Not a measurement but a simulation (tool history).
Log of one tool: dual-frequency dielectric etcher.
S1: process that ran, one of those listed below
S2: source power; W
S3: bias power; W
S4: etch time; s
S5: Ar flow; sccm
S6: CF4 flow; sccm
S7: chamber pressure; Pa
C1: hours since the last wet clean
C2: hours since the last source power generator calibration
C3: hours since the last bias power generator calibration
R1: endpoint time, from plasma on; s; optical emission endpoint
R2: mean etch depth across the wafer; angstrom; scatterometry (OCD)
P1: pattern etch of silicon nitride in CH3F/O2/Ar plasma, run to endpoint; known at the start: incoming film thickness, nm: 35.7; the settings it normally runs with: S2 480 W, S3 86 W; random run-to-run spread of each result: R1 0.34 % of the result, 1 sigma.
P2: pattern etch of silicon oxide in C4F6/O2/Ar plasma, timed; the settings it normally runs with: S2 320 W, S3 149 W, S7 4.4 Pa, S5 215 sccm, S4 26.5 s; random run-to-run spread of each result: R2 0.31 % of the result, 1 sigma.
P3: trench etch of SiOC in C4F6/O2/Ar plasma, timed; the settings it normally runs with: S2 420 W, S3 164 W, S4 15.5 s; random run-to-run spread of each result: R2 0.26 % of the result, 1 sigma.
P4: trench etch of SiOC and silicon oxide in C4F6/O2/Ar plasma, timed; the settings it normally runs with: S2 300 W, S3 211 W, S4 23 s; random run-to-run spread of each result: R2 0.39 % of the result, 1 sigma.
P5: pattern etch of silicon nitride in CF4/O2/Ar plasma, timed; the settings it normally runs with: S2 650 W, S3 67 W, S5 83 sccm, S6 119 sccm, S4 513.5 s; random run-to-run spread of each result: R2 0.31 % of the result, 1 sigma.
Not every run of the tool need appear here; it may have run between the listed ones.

run	hour	S1	S2	S3	S4	S5	S6	S7	C1	C2	C3	R1	R2
1	12	P1	480	86					493.9	1322.8	1077.7	45.765	
2	27	P1	370	69					508.9	1337.8	1092.7	54.704	
3	44.5	P1	480	86					526.4	1355.3	1110.2	45.803	
4	56.5	P1	480	86					538.4	1367.3	1122.2	45.757	
5	68	P3	420	228	15.5				549.9	1378.8	1133.7		351.41
6	85.1	P5	650	67	513.5	83	119		567	1395.9	1150.8		14298
7	94.5	P3	420	164	19.5				576.4	1405.3	1160.2		398.41
8	111	P1	390	52					592.9	1421.8	1176.7	58.929	
9	124.5	P5	650	67	513.5	49	119		606.4	1435.3	1190.2		14956
10	140	P2	320	149	26.5	215		4.4	621.9	1450.8	1205.7		730.8
11	157.1	P2	240	149	26.5	215		4.4	639	1467.9	1222.8		659.39
12	165.7	P2	320	97	26.5	215		4.4	647.6	1476.5	1231.4		649.92
13	181.7	P5	650	91	513.5	83	119		663.6	1492.5	1247.4		16125
14	199.9	P4	220	211	23				681.8	1510.7	1265.6		376.85
15	212	P5	420	67	513.5	83	119		693.9	1522.8	1277.7		9782
16	220.7	P3	280	164	15.5				702.6	1531.5	1286.4		271.17
17	230	P2	320	149	26.5	274		4.4	711.9	1540.8	1295.7		713.02
18	238.4	P1	290	86					720.3	1549.2	1304.1	55.549	
19	246.5	P1	600	86					728.4	1557.3	1312.2	42.161	
20	262.6	P5	650	67	513.5	83	119		744.5	1573.4	1328.3		14377
21	277	P5	650	67	513.5	83	151		758.9	1587.8	1342.7		14523
22	294.3	P3	420	164	15.5				776.2	1605.1	1360		315.12
23	309.6	P4	300	211	23				791.5	1620.4	1375.3		426.47
24	326.5	P1	480	110					808.4	1637.3	1392.2	41.986	
25	342.2	P1	480	63					824.1	1653	1407.9	51.196	
26	352.1	P4	300	282	23				834	1662.9	1417.8		469.77
27	363.6	P4	300	211	18				845.5	1674.4	1429.3		333.29
28	379.1	P1	480	86					861	1689.9	1444.8	45.978	
29	390.6	P2	320	149	26.5	215		5.53	872.5	1701.4	1456.3		716.25
30	408.3	P5	650	67	310	83	119		890.2	1719.1	1474		8595.2
31	416.6	P2	320	149	14.5	215		4.4	898.5	1727.4	1482.3		404
32	430.4	P1	480	86					912.3	1741.2	1496.1	45.647	
33	448.5	P1	480	86					930.4	1759.3	1514.2	45.447	

Expected results for the next run?
34	464.5	P1	480	86					946.4	1775.3	1530.2	?	

R1: 45.435 s

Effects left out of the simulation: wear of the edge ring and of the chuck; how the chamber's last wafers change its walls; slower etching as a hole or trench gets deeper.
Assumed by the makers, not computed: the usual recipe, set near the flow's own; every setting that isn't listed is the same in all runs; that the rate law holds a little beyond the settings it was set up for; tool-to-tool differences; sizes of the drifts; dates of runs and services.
